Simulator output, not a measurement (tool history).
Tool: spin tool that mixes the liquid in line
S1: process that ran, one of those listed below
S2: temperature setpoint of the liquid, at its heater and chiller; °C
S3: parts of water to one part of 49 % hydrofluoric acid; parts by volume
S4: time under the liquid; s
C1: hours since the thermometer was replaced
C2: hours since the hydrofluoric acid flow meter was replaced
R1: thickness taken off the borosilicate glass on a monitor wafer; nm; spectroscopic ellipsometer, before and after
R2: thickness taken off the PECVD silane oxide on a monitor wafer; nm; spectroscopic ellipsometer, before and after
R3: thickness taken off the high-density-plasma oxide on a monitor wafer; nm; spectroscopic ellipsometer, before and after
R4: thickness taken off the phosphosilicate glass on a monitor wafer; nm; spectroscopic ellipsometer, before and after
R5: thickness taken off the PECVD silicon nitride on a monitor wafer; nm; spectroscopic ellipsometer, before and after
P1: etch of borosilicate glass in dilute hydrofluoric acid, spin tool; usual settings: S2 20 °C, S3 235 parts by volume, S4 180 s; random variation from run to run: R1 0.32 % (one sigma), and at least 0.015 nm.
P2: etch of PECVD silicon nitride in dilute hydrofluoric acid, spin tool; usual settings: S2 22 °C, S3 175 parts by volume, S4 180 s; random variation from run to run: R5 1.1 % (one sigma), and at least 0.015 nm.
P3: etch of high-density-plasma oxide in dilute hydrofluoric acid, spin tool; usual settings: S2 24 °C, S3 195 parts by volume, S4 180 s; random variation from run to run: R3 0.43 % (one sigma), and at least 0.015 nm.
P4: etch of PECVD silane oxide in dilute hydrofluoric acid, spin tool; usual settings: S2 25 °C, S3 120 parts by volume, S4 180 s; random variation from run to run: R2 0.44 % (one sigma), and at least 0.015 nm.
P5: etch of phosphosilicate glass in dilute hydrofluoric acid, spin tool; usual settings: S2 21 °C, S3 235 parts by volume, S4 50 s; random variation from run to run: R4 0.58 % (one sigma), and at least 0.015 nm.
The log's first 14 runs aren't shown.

Run 15, day 7.725: S1 P1, S2 20 °C, S3 430 parts by volume, S4 180 s; C1 1718.9; C2 144.6. Result: R1 5.7598 nm.
Run 16, day 8.4: S1 P2, S2 22 °C, S3 175 parts by volume, S4 180 s; C1 1735.1; C2 160.8. Result: R5 2.17 nm.
Run 17, day 8.904: S1 P3, S2 30 °C, S3 195 parts by volume, S4 180 s; C1 1747.2; C2 172.9. Result: R3 5.9164 nm.
Run 18, day 9.396: S1 P4, S2 25 °C, S3 120 parts by volume, S4 180 s; C1 1759; C2 184.7. Result: R2 29.232 nm.
Run 19, day 9.942: S1 P4, S2 25 °C, S3 120 parts by volume, S4 35 s; C1 1772.1; C2 197.8. Result: R2 5.7001 nm.
Run 20, day 10.633: S1 P1, S2 20 °C, S3 235 parts by volume, S4 180 s; C1 1788.7; C2 214.4. Result: R1 12.516 nm.
Run 21, day 11.188: S1 P5, S2 21 °C, S3 235 parts by volume, S4 50 s; C1 1802; C2 227.7. Result: R4 30.929 nm.
Run 22, day 11.879: S1 P5, S2 21 °C, S3 235 parts by volume, S4 50 s; C1 1818.6; C2 244.3. Result: R4 30.84 nm.
Run 23, day 12.562: S1 P1, S2 26 °C, S3 235 parts by volume, S4 75 s; C1 1835; C2 260.7. Result: R1 6.4914 nm.
Run 24, day 12.996: S1 P1, S2 20 °C, S3 405 parts by volume, S4 350 s; C1 1845.4; C2 271.1. Result: R1 12.16 nm.
Run 25, day 13.417: S1 P1, S2 20 °C, S3 235 parts by volume, S4 180 s; C1 1855.5; C2 281.2. Result: R1 12.454 nm.
Run 26, day 13.804: S1 P1, S2 20 °C, S3 235 parts by volume, S4 355 s; C1 1864.8; C2 290.5. Result: R1 24.661 nm.
Run 27, day 14.204: S1 P3, S2 24 °C, S3 100 parts by volume, S4 180 s; C1 1874.4; C2 300.1. Result: R3 10.412 nm.
Run 28, day 14.729: S1 P4, S2 25 °C, S3 120 parts by volume, S4 180 s; C1 1887; C2 312.7. Result: R2 29.401 nm.
Run 29, day 15.029: S1 P2, S2 27.5 °C, S3 175 parts by volume, S4 180 s; C1 1894.2; C2 319.9. Result: R5 3.0396 nm.
Run 30, day 15.462: S1 P1, S2 20 °C, S3 235 parts by volume, S4 180 s; C1 1904.6; C2 330.3. Result: R1 12.454 nm.

Forecast run 31:
Run 31, day 15.8: S1 P5, S2 21 °C, S3 235 parts by volume, S4 15 s; C1 1912.7; C2 338.4. Result: R4 ?.

{"run 31": {"R4": 9.2836}}
